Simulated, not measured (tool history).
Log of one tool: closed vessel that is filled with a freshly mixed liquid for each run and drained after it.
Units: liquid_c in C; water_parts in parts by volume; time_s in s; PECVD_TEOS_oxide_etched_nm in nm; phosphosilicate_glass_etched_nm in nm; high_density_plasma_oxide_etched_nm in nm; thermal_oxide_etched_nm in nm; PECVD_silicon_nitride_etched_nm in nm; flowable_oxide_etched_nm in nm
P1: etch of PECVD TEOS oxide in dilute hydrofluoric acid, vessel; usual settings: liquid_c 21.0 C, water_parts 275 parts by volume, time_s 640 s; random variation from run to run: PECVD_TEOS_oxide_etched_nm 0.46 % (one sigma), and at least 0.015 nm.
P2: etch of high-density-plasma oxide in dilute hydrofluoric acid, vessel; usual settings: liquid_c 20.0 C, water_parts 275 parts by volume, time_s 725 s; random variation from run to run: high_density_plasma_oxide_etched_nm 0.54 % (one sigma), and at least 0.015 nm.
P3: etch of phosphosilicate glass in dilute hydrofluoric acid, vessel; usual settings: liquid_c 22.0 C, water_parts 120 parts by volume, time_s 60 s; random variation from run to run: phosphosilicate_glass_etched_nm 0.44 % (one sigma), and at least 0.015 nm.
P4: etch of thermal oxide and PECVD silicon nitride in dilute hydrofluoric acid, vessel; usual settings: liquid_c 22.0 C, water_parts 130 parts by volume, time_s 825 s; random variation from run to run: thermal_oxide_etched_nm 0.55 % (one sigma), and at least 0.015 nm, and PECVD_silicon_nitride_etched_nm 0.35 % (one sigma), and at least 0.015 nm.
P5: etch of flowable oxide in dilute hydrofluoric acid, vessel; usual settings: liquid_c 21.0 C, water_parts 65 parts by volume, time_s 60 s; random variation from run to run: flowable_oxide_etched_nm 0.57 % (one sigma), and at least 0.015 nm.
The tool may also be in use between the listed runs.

run,hour,process,liquid_c,water_parts,time_s,PECVD_TEOS_oxide_etched_nm,phosphosilicate_glass_etched_nm,high_density_plasma_oxide_etched_nm,thermal_oxide_etched_nm,PECVD_silicon_nitride_etched_nm,flowable_oxide_etched_nm
1,9.8,P1,21.0,275,640,24.3350,,,,,
2,21.7,P1,21.0,130,395,36.4160,,,,,
3,35.3,P3,22.0,210,60,,28.517,,,,
4,42.3,P2,17.0,275,725,,,8.4919,,,
5,49.8,P2,20.0,275,1280,,,16.6670,,,
6,63.9,P2,20.0,275,725,,,9.5715,,,
# hour 71.0: thermometer replaced
7,73.8,P4,22.0,190,825,,,,16.625,7.8430,
8,87.9,P3,22.0,120,115,,105.890,,,,
9,100.0,P1,21.0,110,640,71.7310,,,,,
10,107.1,P1,21.0,275,640,24.2090,,,,,
11,119.9,P1,21.0,275,640,24.1770,,,,,
12,126.6,P4,17.0,130,825,,,,21.124,8.1494,
13,137.3,P3,17.0,120,60,,44.513,,,,
14,146.0,P2,20.0,405,725,,,5.7885,,,
15,155.9,P1,21.0,130,1120,103.3400,,,,,
16,166.1,P5,21.0,100,60,,,,,,34.456
17,176.7,P5,21.0,65,30,,,,,,28.082
18,185.3,P5,21.0,65,60,,,,,,55.685
19,199.8,P1,21.0,480,640,11.5500,,,,,
20,210.6,P1,21.0,55,85,20.1910,,,,,
21,221.3,P1,17.0,275,640,20.9010,,,,,
22,234.0,P5,28.5,65,60,,,,,,74.784
23,244.6,P1,21.0,275,640,24.4690,,,,,
24,255.9,P1,21.0,275,640,24.0430,,,,,
25,263.5,P5,21.0,65,60,,,,,,55.165
26,273.4,P3,22.0,120,60,,55.416,,,,
27,283.3,P1,21.0,275,640,24.1440,,,,,
28,290.9,P1,21.0,275,170,6.4318,,,,,
29,301.5,P1,24.5,275,640,27.4410,,,,,
30,312.0,P4,22.0,130,1550,,,,48.530,21.4020,
31,318.9,P4,22.0,130,825,,,,25.890,11.3440,
32,331.9,P1,21.0,275,1105,41.9330,,,,,
33,345.9,P1,21.0,275,640,24.5070,,,,,
34,359.2,P1,21.0,275,640,25.4100,,,,,
35,369.4,P1,21.0,275,640,25.9110,,,,,
36,379.4,P1,21.0,275,640,26.3630,,,,,
37,386.3,P1,21.0,275,640,26.1310,,,,,
38,394.0,P1,21.0,275,640,26.1550,,,,,
39,405.1,P1,21.0,275,640,26.3280,,,,,
40,416.1,P1,21.0,275,640,26.5150,,,,,

What P1 gives has crept away from where it was. These 2 causes fit the log equally well, each at the size given:
A: hydrofluoric acid flow above the setpoint (%) = 7.28
B: liquid hotter than its thermometer reads (K) = 2.44
The creep began at about hour 345.9.

4 check runs are offered, one wafer each, their results left as question marks. Which one tells the causes apart?
check 1,427.1,P3,22.0,190,60,,?,,,,
check 2,427.1,P2,20.0,275,1160,,,?,,,
check 3,427.1,P5,28.5,100,60,,,,,,?
check 4,427.1,P4,17.0,130,1505,,,,?,?,

What each check would give under each cause:
check,result,if A,if B
check 1,phosphosilicate_glass_etched_nm,34.911,35.184
check 2,high_density_plasma_oxide_etched_nm,16.5860,16.6120
check 3,flowable_oxide_etched_nm,50.240,50.851
check 4,thermal_oxide_etched_nm,41.722,42.603
check 4,PECVD_silicon_nitride_etched_nm,15.8440,17.4900
How far apart the two closest causes lie, in the result that separates them most: check 1 0.78 %; check 2 0.15 %; check 3 1.21 %; check 4 9.88 %
Only check 4 tells the causes apart: in the others they would give nearly the same result.

Check 4 was then run and gave: thermal_oxide_etched_nm 42.038 nm; PECVD_silicon_nitride_etched_nm 15.7840 nm. Which cause is it?

It is A: hydrofluoric acid flow above the setpoint (%).
